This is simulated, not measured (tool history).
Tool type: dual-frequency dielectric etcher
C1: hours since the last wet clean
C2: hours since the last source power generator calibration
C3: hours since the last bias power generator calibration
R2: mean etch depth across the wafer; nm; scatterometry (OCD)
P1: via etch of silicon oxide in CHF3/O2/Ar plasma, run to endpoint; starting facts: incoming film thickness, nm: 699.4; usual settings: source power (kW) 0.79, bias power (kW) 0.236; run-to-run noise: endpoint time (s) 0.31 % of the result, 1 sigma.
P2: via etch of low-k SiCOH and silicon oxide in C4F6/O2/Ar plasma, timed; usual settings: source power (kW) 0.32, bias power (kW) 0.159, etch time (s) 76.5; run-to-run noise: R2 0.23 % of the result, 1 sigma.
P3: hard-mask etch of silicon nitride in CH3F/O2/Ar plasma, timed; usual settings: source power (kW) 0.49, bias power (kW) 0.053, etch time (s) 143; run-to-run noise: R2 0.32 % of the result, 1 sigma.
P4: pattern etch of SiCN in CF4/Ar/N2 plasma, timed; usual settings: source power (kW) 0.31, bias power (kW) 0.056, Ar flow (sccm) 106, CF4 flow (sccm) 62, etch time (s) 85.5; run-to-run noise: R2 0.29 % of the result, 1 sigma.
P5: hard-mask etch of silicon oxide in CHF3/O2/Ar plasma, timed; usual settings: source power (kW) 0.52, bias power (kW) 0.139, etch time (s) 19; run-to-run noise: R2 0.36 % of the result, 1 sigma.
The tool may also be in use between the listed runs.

Run 1, hour 5.7: process that ran P1, source power (kW) 0.79, bias power (kW) 0.236; C1 207.4; C2 861.7; C3 1709.6. Result: endpoint time (s) 285.28.
Run 2, hour 17.8: process that ran P1, source power (kW) 0.79, bias power (kW) 0.236; C1 219.5; C2 873.8; C3 1721.7. Result: endpoint time (s) 286.14.
Run 3, hour 28.3: process that ran P1, source power (kW) 0.57, bias power (kW) 0.236; C1 230; C2 884.3; C3 1732.2. Result: endpoint time (s) 323.62.
Run 4, hour 38.7: process that ran P1, source power (kW) 0.79, bias power (kW) 0.142; C1 240.4; C2 894.7; C3 1742.6. Result: endpoint time (s) 340.4.
Run 5, hour 45.7: process that ran P3, source power (kW) 0.49, bias power (kW) 0.053, etch time (s) 213.5; C1 247.4; C2 901.7; C3 1749.6. Result: R2 144.14 nm.
Run 6, hour 56.2: process that ran P4, source power (kW) 0.31, bias power (kW) 0.056, etch time (s) 85.5, Ar flow (sccm) 106, CF4 flow (sccm) 62; C1 257.9; C2 912.2; C3 1760.1. Result: R2 46.995 nm.
Run 7, hour 68.9: process that ran P2, source power (kW) 0.42, bias power (kW) 0.159, etch time (s) 76.5; C1 270.6; C2 924.9; C3 1772.8. Result: R2 206.6 nm.
Run 8, hour 81.3: process that ran P5, source power (kW) 0.52, bias power (kW) 0.139, etch time (s) 19; C1 283; C2 937.3; C3 1785.2. Result: R2 32.441 nm.
Run 9, hour 88.3: process that ran P4, source power (kW) 0.31, bias power (kW) 0.056, etch time (s) 85.5, Ar flow (sccm) 129, CF4 flow (sccm) 62; C1 290; C2 944.3; C3 1792.2. Result: R2 45.816 nm.
Run 10, hour 98.9: process that ran P2, source power (kW) 0.32, bias power (kW) 0.159, etch time (s) 76.5; C1 300.6; C2 954.9; C3 1802.8. Result: R2 184.32 nm.
Run 11, hour 107.7: process that ran P5, source power (kW) 0.52, bias power (kW) 0.168, etch time (s) 19; C1 309.4; C2 963.7; C3 1811.6. Result: R2 34.369 nm.
Run 12, hour 118.3: process that ran P3, source power (kW) 0.49, bias power (kW) 0.073, etch time (s) 143; C1 320; C2 974.3; C3 1822.2. Result: R2 107.16 nm.
Run 13, hour 128.3: process that ran P1, source power (kW) 0.79, bias power (kW) 0.236; C1 330; C2 984.3; C3 1832.2. Result: endpoint time (s) 285.27.
Run 14, hour 140.7: process that ran P1, source power (kW) 1.11, bias power (kW) 0.236; C1 342.4; C2 996.7; C3 1844.6. Result: endpoint time (s) 252.55.
Run 15, hour 148: process that ran P1, source power (kW) 0.79, bias power (kW) 0.236; C1 349.7; C2 1004; C3 1851.9. Result: endpoint time (s) 285.34.
Run 16, hour 160.5: process that ran P2, source power (kW) 0.32, bias power (kW) 0.159, etch time (s) 76.5; C1 362.2; C2 1016.5; C3 1864.4. Result: R2 184.84 nm.
Run 17, hour 173.5: process that ran P1, source power (kW) 0.79, bias power (kW) 0.236; C1 375.2; C2 1029.5; C3 1877.4. Result: endpoint time (s) 285.76.
Run 18, hour 181.9: process that ran P3, source power (kW) 0.63, bias power (kW) 0.053, etch time (s) 143; C1 383.6; C2 1037.9; C3 1885.8. Result: R2 106.4 nm.
Run 19, hour 193.3: process that ran P4, source power (kW) 0.31, bias power (kW) 0.056, etch time (s) 85.5, Ar flow (sccm) 106, CF4 flow (sccm) 41; C1 395; C2 1049.3; C3 1897.2. Result: R2 44.059 nm.
Run 20, hour 203.2: process that ran P2, source power (kW) 0.32, bias power (kW) 0.205, etch time (s) 76.5; C1 404.9; C2 1059.2; C3 1907.1. Result: R2 202.1 nm.
At hour 211.1: source power generator calibrated.
Run 21, hour 215.1: process that ran P4, source power (kW) 0.31, bias power (kW) 0.056, etch time (s) 52.5, Ar flow (sccm) 106, CF4 flow (sccm) 62; C1 416.8; C2 4.1; C3 1919. Result: R2 28.821 nm.
Run 22, hour 226.6: process that ran P4, source power (kW) 0.44, bias power (kW) 0.056, etch time (s) 85.5, Ar flow (sccm) 106, CF4 flow (sccm) 62; C1 428.3; C2 15.6; C3 1930.5. Result: R2 63.91 nm.
Run 23, hour 236.3: process that ran P1, source power (kW) 0.79, bias power (kW) 0.236; C1 438; C2 25.3; C3 1940.2. Result: endpoint time (s) 286.95.
Run 24, hour 244.3: process that ran P3, source power (kW) 0.49, bias power (kW) 0.053, etch time (s) 143; C1 446; C2 33.3; C3 1948.2. Result: R2 96.305 nm.
Run 25, hour 250.9: process that ran P5, source power (kW) 0.52, bias power (kW) 0.139, etch time (s) 19; C1 452.6; C2 39.9; C3 1954.8. Result: R2 32.568 nm.
At hour 254.8: wet clean of the chamber.
Run 26, hour 256.7: process that ran P5, source power (kW) 0.32, bias power (kW) 0.139, etch time (s) 19; C1 2; C2 45.7; C3 1960.6. Result: R2 26.834 nm.

Forecast run 27:
Run 27, hour 265.2: process that ran P1, source power (kW) 0.57, bias power (kW) 0.283; C1 10.5; C2 54.2; C3 1969.1. Result: endpoint time (s) ?.

endpoint time (s): 304.12

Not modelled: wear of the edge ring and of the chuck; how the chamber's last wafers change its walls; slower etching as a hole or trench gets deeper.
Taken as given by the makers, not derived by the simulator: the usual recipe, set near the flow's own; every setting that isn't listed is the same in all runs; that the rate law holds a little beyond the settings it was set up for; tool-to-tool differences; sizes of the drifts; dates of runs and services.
